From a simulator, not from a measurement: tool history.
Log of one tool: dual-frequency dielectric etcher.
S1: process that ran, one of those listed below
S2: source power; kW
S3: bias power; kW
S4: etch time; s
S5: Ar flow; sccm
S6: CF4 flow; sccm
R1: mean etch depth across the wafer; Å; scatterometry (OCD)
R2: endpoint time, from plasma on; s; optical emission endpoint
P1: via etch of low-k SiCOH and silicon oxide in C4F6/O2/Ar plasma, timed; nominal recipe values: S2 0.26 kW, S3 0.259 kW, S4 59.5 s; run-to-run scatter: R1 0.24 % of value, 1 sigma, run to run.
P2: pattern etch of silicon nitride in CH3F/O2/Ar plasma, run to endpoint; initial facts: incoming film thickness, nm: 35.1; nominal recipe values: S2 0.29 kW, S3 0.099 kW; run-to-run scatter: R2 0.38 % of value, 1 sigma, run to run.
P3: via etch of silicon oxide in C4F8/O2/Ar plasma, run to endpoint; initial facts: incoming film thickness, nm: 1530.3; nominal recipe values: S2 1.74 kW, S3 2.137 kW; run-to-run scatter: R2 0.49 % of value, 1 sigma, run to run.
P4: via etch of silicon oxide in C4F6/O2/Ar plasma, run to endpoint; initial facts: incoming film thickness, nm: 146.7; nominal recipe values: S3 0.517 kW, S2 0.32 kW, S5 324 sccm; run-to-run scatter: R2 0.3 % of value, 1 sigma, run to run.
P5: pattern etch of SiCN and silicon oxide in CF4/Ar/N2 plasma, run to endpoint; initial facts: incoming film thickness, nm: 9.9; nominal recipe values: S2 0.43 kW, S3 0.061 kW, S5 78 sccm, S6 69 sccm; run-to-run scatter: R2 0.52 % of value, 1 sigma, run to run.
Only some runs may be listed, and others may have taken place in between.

run 1 day=0.221 | S1=P1 S2=0.26 S3=0.259 S4=59.5 | R1=1607.7
run 2 day=0.579 | S1=P5 S2=0.43 S3=0.061 S5=78 S6=87 | R2=11.945
run 3 day=1.008 | S1=P5 S2=0.29 S3=0.061 S5=78 S6=69 | R2=17.585
run 4 day=1.312 | S1=P4 S2=0.32 S3=0.517 S5=324 | R2=33.877
run 5 day=1.588 | S1=P3 S2=1.74 S3=1.601 | R2=342.48
-- day=1.717 source power generator calibrated
run 6 day=1.833 | S1=P1 S2=0.26 S3=0.259 S4=59.5 | R1=1607.4
run 7 day=2.112 | S1=P4 S2=0.32 S3=0.711 S5=324 | R2=30.081
run 8 day=2.521 | S1=P2 S2=0.18 S3=0.099 | R2=60.446
run 9 day=2.808 | S1=P1 S2=0.26 S3=0.259 S4=77 | R1=2082.2
run 10 day=3.029 | S1=P3 S2=1.74 S3=2.137 | R2=311.34
run 11 day=3.338 | S1=P4 S2=0.32 S3=0.517 S5=192 | R2=32.285
run 12 day=3.6 | S1=P1 S2=0.2 S3=0.259 S4=59.5 | R1=1454
run 13 day=3.829 | S1=P3 S2=1.74 S3=2.137 | R2=314.76
run 14 day=4.075 | S1=P1 S2=0.22 S3=0.259 S4=35.5 | R1=895.45
run 15 day=4.425 | S1=P1 S2=0.26 S3=0.259 S4=59.5 | R1=1605.7
run 16 day=4.746 | S1=P1 S2=0.26 S3=0.259 S4=59.5 | R1=1603.2
run 17 day=4.95 | S1=P1 S2=0.26 S3=0.259 S4=59.5 | R1=1603.4
run 18 day=5.15 | S1=P1 S2=0.26 S3=0.152 S4=59.5 | R1=1345.7
run 19 day=5.412 | S1=P5 S2=0.43 S3=0.061 S5=78 S6=69 | R2=12.375
run 20 day=5.625 | S1=P2 S2=0.29 S3=0.059 | R2=60.995
run 21 day=6.017 | S1=P5 S2=0.43 S3=0.061 S5=78 S6=69 | R2=12.342
run 22 day=6.342 | S1=P1 S2=0.26 S3=0.259 S4=39.5 | R1=1066.9
run 23 day=6.771 | S1=P5 S2=0.43 S3=0.079 S5=78 S6=69 | R2=11.345
run 24 day=7.142 | S1=P3 S2=1.05 S3=2.137 | R2=385.7
-- day=7.212 bias power generator calibrated
run 25 day=7.467 | S1=P5 S2=0.43 S3=0.061 S5=50 S6=69 | R2=11.644
run 26 day=7.729 | S1=P1 S2=0.33 S3=0.259 S4=59.5 | R1=1753
run 27 day=8.146 | S1=P1 S2=0.26 S3=0.323 S4=59.5 | R1=1736.2
run 28 day=8.367 | S1=P2 S2=0.29 S3=0.099 | R2=50.827
run 29 day=8.788 | S1=P4 S2=0.23 S3=0.517 S5=324 | R2=38.508
run 30 day=9.167 | S1=P1 S2=0.26 S3=0.259 S4=59.5 | R1=1607.8
run 31 day=9.525 | S1=P1 S2=0.26 S3=0.259 S4=59.5 | R1=1614.5
run 32 day=9.912 | S1=P1 S2=0.26 S3=0.259 S4=59.5 | R1=1619.9
run 33 day=10.288 | S1=P1 S2=0.26 S3=0.259 S4=59.5 | R1=1616.7
run 34 day=10.688 | S1=P1 S2=0.26 S3=0.259 S4=59.5 | R1=1630
run 35 day=10.917 | S1=P1 S2=0.26 S3=0.259 S4=59.5 | R1=1625.4
-- day=11.162 wet clean of the chamber
run 36 day=11.192 | S1=P1 S2=0.26 S3=0.259 S4=59.5 | R1=1631.2
run 37 day=11.642 | S1=P1 S2=0.26 S3=0.259 S4=59.5 | R1=1627.8
run 38 day=11.871 | S1=P1 S2=0.26 S3=0.259 S4=59.5 | R1=1626.1
run 39 day=12.271 | S1=P1 S2=0.26 S3=0.259 S4=59.5 | R1=1625.5
run 40 day=12.471 | S1=P1 S2=0.26 S3=0.259 S4=59.5 | R1=1637.7

The log shows P1 creeping away from where it was. Any of the 2 causes listed here, at the size stated for it, fits the log just as well as the others:
A: source power that arrives over what is set, % = 4.22
B: bias power that arrives over what is set, % = 4.57
Onset of the creep was near day 9.167.
Each remaining cause and why it is not a fit:
chamber walls in a state that raises the etch rate, %: work on it at day 11.162, done after the drift set in, did not restore what the process gave before

You are offered 4 check runs, listed below with question marks in place of their results; each one averages 3 wafers. Which run separates the listed causes by giving clearly different results for each?
run check 1 day=12.671 | S1=P2 S2=0.21 S3=0.071 | R2=?
run check 2 day=12.671 | S1=P3 S2=1.09 S3=2.137 | R2=?
run check 3 day=12.671 | S1=P5 S2=0.3 S3=0.073 S5=78 S6=69 | R2=?
run check 4 day=12.671 | S1=P4 S2=0.32 S3=0.637 S5=272 | R2=?

What each check would give under each cause:
check=check_1 result=R2 if_A=63.906 if_B=63.868
check=check_2 result=R2 if_A=372.55 if_B=373.53
check=check_3 result=R2 if_A=15.428 if_B=15.761
check=check_4 result=R2 if_A=30.368 if_B=30.294
Smallest distance between any two causes, each pair judged by its most separating result, in per cent: check 1 0.06 %; check 2 0.26 %; check 3 2.13 %; check 4 0.24 %
Of the check runs offered, only check 3 discriminates between the causes; the rest would read about the same regardless of which cause applies.

Check 3 was carried out, with these results: R2 15.402 s. Which of the listed causes is responsible?

The correct cause is A, namely: source power that arrives over what is set, %.
